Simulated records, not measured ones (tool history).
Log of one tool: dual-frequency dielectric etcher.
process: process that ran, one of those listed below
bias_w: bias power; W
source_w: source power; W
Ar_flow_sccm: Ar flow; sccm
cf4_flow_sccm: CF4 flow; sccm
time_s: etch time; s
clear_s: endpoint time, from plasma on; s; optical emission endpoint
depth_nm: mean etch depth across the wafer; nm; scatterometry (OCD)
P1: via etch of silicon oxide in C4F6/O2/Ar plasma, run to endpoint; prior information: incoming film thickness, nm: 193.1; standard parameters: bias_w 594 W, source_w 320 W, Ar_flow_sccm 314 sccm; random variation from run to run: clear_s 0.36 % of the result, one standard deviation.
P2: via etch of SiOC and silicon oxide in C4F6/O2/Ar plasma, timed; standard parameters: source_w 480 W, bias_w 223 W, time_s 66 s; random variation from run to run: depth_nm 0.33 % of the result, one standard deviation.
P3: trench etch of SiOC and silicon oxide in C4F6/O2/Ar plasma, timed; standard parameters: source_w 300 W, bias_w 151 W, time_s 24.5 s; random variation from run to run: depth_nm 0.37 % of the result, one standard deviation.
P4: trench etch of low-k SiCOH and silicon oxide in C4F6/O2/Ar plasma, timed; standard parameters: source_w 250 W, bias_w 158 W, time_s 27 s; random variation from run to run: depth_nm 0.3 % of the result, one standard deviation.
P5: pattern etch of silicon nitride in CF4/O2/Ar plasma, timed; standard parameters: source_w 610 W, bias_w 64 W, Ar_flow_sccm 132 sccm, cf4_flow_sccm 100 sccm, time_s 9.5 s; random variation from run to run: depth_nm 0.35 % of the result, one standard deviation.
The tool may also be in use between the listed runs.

Run 1, hour 2.3: process P1, bias_w 594 W, source_w 320 W, Ar_flow_sccm 314 sccm. Result: clear_s 41.68 s.
Run 2, hour 6.4: process P1, bias_w 708 W, source_w 320 W, Ar_flow_sccm 314 sccm. Result: clear_s 39.269 s.
Run 3, hour 10.7: process P1, bias_w 594 W, source_w 430 W, Ar_flow_sccm 314 sccm. Result: clear_s 37.358 s.
Run 4, hour 13.7: process P1, bias_w 793 W, source_w 200 W, Ar_flow_sccm 314 sccm. Result: clear_s 44.301 s.
Run 5, hour 18.3: process P1, bias_w 594 W, source_w 320 W, Ar_flow_sccm 417 sccm. Result: clear_s 43.077 s.
Run 6, hour 22.8: process P1, bias_w 594 W, source_w 320 W, Ar_flow_sccm 314 sccm. Result: clear_s 41.733 s.
Run 7, hour 26.8: process P5, bias_w 64 W, source_w 610 W, Ar_flow_sccm 166 sccm, cf4_flow_sccm 100 sccm, time_s 9.5 s. Result: depth_nm 21.458 nm.
Run 8, hour 29.3: process P1, bias_w 594 W, source_w 320 W, Ar_flow_sccm 314 sccm. Result: clear_s 42.012 s.
Run 9, hour 32.3: process P2, bias_w 223 W, source_w 480 W, time_s 66 s. Result: depth_nm 86.307 nm.
Run 10, hour 34.3: process P2, bias_w 223 W, source_w 590 W, time_s 66 s. Result: depth_nm 93.654 nm.
Run 11, hour 36.4: process P5, bias_w 48 W, source_w 610 W, Ar_flow_sccm 132 sccm, cf4_flow_sccm 100 sccm, time_s 9.5 s. Result: depth_nm 19.594 nm.
Run 12, hour 39: process P4, bias_w 158 W, source_w 300 W, time_s 27 s. Result: depth_nm 73.196 nm.
Run 13, hour 41.3: process P4, bias_w 158 W, source_w 250 W, time_s 39.5 s. Result: depth_nm 100.19 nm.
Run 14, hour 44.6: process P1, bias_w 479 W, source_w 320 W, Ar_flow_sccm 314 sccm. Result: clear_s 45.292 s.
Run 15, hour 48.1: process P1, bias_w 716 W, source_w 320 W, Ar_flow_sccm 380 sccm. Result: clear_s 39.669 s.
Run 16, hour 52: process P2, bias_w 223 W, source_w 480 W, time_s 49 s. Result: depth_nm 64.072 nm.
Run 17, hour 54.2: process P5, bias_w 64 W, source_w 830 W, Ar_flow_sccm 132 sccm, cf4_flow_sccm 100 sccm, time_s 9.5 s. Result: depth_nm 28.685 nm.
Run 18, hour 56.9: process P1, bias_w 594 W, source_w 250 W, Ar_flow_sccm 314 sccm. Result: clear_s 45.809 s.
Run 19, hour 60.2: process P3, bias_w 151 W, source_w 300 W, time_s 24.5 s. Result: depth_nm 40.714 nm.
Run 20, hour 63.1: process P1, bias_w 594 W, source_w 320 W, Ar_flow_sccm 192 sccm. Result: clear_s 39.567 s.
Run 21, hour 65.4: process P4, bias_w 158 W, source_w 250 W, time_s 27 s. Result: depth_nm 68.378 nm.
Run 22, hour 68.1: process P3, bias_w 151 W, source_w 300 W, time_s 33 s. Result: depth_nm 54.429 nm.
Run 23, hour 71.6: process P5, bias_w 64 W, source_w 610 W, Ar_flow_sccm 132 sccm, cf4_flow_sccm 100 sccm, time_s 14.5 s. Result: depth_nm 33.3 nm.
Run 24, hour 74.5: process P1, bias_w 594 W, source_w 320 W, Ar_flow_sccm 314 sccm. Result: clear_s 41.816 s.
Run 25, hour 77.2: process P3, bias_w 179 W, source_w 300 W, time_s 24.5 s. Result: depth_nm 42.576 nm.
Run 26, hour 80.5: process P2, bias_w 136 W, source_w 480 W, time_s 66 s. Result: depth_nm 73.919 nm.
Run 27, hour 83: process P1, bias_w 447 W, source_w 320 W, Ar_flow_sccm 400 sccm. Result: clear_s 48.034 s.
Run 28, hour 85.9: process P5, bias_w 64 W, source_w 610 W, Ar_flow_sccm 132 sccm, cf4_flow_sccm 100 sccm, time_s 9.5 s. Result: depth_nm 21.966 nm.
Run 29, hour 88.3: process P4, bias_w 215 W, source_w 250 W, time_s 27 s. Result: depth_nm 75.507 nm.
Run 30, hour 92.2: process P5, bias_w 64 W, source_w 610 W, Ar_flow_sccm 132 sccm, cf4_flow_sccm 131 sccm, time_s 9.5 s. Result: depth_nm 22.81 nm.
Run 31, hour 95.1: process P3, bias_w 151 W, source_w 410 W, time_s 24.5 s. Result: depth_nm 46.088 nm.
Run 32, hour 98: process P1, bias_w 594 W, source_w 320 W, Ar_flow_sccm 314 sccm. Result: clear_s 42 s.
Run 33, hour 101.1: process P1, bias_w 594 W, source_w 320 W, Ar_flow_sccm 314 sccm. Result: clear_s 42.003 s.
Run 34, hour 105.2: process P1, bias_w 594 W, source_w 320 W, Ar_flow_sccm 314 sccm. Result: clear_s 42.475 s.
Run 35, hour 108.4: process P1, bias_w 594 W, source_w 320 W, Ar_flow_sccm 314 sccm. Result: clear_s 42.391 s.
At hour 108.9: wet clean of the chamber.
Run 36, hour 111.3: process P1, bias_w 594 W, source_w 320 W, Ar_flow_sccm 314 sccm. Result: clear_s 42.655 s.
Run 37, hour 113.6: process P1, bias_w 594 W, source_w 320 W, Ar_flow_sccm 314 sccm. Result: clear_s 42.647 s.
Run 38, hour 118.1: process P1, bias_w 594 W, source_w 320 W, Ar_flow_sccm 314 sccm. Result: clear_s 42.486 s.
Run 39, hour 122.5: process P1, bias_w 594 W, source_w 320 W, Ar_flow_sccm 314 sccm. Result: clear_s 42.537 s.
Run 40, hour 124.6: process P1, bias_w 594 W, source_w 320 W, Ar_flow_sccm 314 sccm. Result: clear_s 42.251 s.

Something has made what P1 gives creep away from where it was; the 2 causes below, each at its own stated size, fit the log equally well:
A: source power that arrives under what is set, % = 4.78
B: bias power that arrives under what is set, % = 4.52
The creep began at about hour 98.
All other causes, with the reason each is excluded:
chamber walls in a state that lowers the etch rate, %: serviced at hour 108.9, which brought nothing back
Ar flow that arrives over what is set, %: capped at 8; at that size clear_s would change by +0.9 %, too little to explain the creep or opposite to it

The 4 check runs listed below each average the results of 2 wafers, and their outcomes are marked with question marks. Under which run would the listed causes produce clearly different results?
Run check 1, hour 126.7: process P3, bias_w 151 W, source_w 300 W, time_s 24.5 s. Result: depth_nm ?.
Run check 2, hour 126.7: process P2, bias_w 223 W, source_w 480 W, time_s 66 s. Result: depth_nm ?.
Run check 3, hour 126.7: process P5, bias_w 64 W, source_w 610 W, Ar_flow_sccm 132 sccm, cf4_flow_sccm 100 sccm, time_s 9.5 s. Result: depth_nm ?.
Run check 4, hour 126.7: process P4, bias_w 158 W, source_w 250 W, time_s 27 s. Result: depth_nm ?.

Outcome of each check run for each possible cause:
  check    result    if A    if B
check 1  depth_nm  39.765  39.957
check 2  depth_nm  84.829  85.128
check 3  depth_nm  21.083  21.591
check 4  depth_nm  67.065  67.359
Per-check spread between the two closest causes, in the result where they differ most: check 1 0.48 %; check 2 0.35 %; check 3 2.38 %; check 4 0.44 %
Check 3 is the one run that separates the causes; every other check would come out nearly the same whichever cause is at work.

Check 3 was carried out, with these results: depth_nm 21.575 nm. Which of the listed causes is responsible?

B is the cause: bias power that arrives under what is set, %.
